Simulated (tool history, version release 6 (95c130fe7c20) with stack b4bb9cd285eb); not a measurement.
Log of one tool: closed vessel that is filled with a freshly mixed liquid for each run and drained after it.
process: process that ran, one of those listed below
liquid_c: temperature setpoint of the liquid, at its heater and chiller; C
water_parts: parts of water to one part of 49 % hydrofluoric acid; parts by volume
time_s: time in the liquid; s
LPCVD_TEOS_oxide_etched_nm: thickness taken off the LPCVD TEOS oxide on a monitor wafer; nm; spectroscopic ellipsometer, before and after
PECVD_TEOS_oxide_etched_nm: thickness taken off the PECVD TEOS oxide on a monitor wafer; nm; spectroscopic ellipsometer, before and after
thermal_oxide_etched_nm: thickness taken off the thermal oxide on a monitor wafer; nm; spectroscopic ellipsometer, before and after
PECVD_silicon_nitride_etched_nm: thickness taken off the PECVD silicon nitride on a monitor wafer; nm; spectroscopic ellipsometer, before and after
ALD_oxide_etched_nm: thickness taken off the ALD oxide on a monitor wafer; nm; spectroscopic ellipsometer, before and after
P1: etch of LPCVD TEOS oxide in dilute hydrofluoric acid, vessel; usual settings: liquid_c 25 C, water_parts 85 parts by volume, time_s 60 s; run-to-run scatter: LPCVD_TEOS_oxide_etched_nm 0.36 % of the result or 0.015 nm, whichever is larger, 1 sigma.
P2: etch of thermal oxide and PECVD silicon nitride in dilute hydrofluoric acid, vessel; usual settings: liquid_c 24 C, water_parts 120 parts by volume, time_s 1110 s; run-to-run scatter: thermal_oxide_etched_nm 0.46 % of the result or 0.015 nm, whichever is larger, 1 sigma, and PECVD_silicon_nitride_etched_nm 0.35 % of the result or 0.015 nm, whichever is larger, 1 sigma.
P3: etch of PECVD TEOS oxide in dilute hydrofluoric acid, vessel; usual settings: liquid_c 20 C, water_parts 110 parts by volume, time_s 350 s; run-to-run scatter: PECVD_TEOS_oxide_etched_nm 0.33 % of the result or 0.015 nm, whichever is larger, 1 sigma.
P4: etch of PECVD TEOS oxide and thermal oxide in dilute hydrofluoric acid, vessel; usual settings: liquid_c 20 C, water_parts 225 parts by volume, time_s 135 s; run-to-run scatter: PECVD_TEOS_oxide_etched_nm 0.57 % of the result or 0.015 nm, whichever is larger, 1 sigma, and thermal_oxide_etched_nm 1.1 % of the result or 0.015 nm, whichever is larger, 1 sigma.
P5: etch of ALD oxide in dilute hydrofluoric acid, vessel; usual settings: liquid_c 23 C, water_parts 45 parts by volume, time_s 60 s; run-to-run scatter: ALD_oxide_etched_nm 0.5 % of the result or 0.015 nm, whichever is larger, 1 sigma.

run	hour	process	liquid_c	water_parts	time_s	LPCVD_TEOS_oxide_etched_nm	PECVD_TEOS_oxide_etched_nm	thermal_oxide_etched_nm	PECVD_silicon_nitride_etched_nm	ALD_oxide_etched_nm
1	7.7	P1	25	85	60	20.837				
2	21	P1	31	85	30	13.088				
3	27.1	P4	20	225	135		4.5497	2.0106		
4	37	P2	29	120	1110			52.351	28.11	
5	48.4	P1	25	85	60	20.596				
6	58.8	P3	20	110	700		65.837			
7	66.8	P3	20	190	350		17.364			
8	76.2	P5	23	45	85					36.972
9	87.7	P2	24	120	1110			43.586	20.3	
10	98	P5	23	45	60					26.48
11	104.2	P4	20	225	225		7.5583	3.4303		
12	118.4	P1	32	85	60	27.171				
13	128.6	P5	23	65	60					17.721
14	140	P1	25	85	60	20.899				
15	147.9	P1	25	30	60	63.338				
16	154.5	P3	17	110	350		29.078			
17	161.8	P1	18	145	60	8.5755				
18	175.5	P4	20	125	135		8.9397	3.9969		
19	188.5	P5	29	45	60					33.895
20	197.8	P1	25	85	30	10.449				
# hour 204.2: thermometer replaced
21	204.9	P1	25	85	85	29.394				
22	213.8	P3	20	110	350		32.91			
23	220.3	P1	25	115	60	14.842				
24	230.1	P2	24	120	205			7.9251	3.7653	
25	236.4	P4	17	225	135		4.0206	1.7665		
26	244.8	P1	25	85	60	20.762				
27	255.1	P1	25	85	60	20.742				
28	262.9	P1	25	85	60	20.74				
29	273.3	P2	24	185	1110			26.175	13.328	
30	285.2	P1	20.5	85	60	17.181				
31	292.7	P5	23	45	60					26.293
32	302.5	P1	25	85	60	20.663				
33	311.7	P1	25	85	60	21.517				
34	324.7	P1	25	85	60	22.208				
35	332.3	P1	25	85	60	22.332				
36	338.6	P1	25	85	60	22.49				
37	347.5	P1	25	85	60	22.507				
38	356.1	P1	25	85	60	22.752				
39	363	P1	25	85	60	22.778				

Run 40 comes next. What will it give?
40	375.3	P1	25	85	60	?				

LPCVD_TEOS_oxide_etched_nm: 22.663 nm
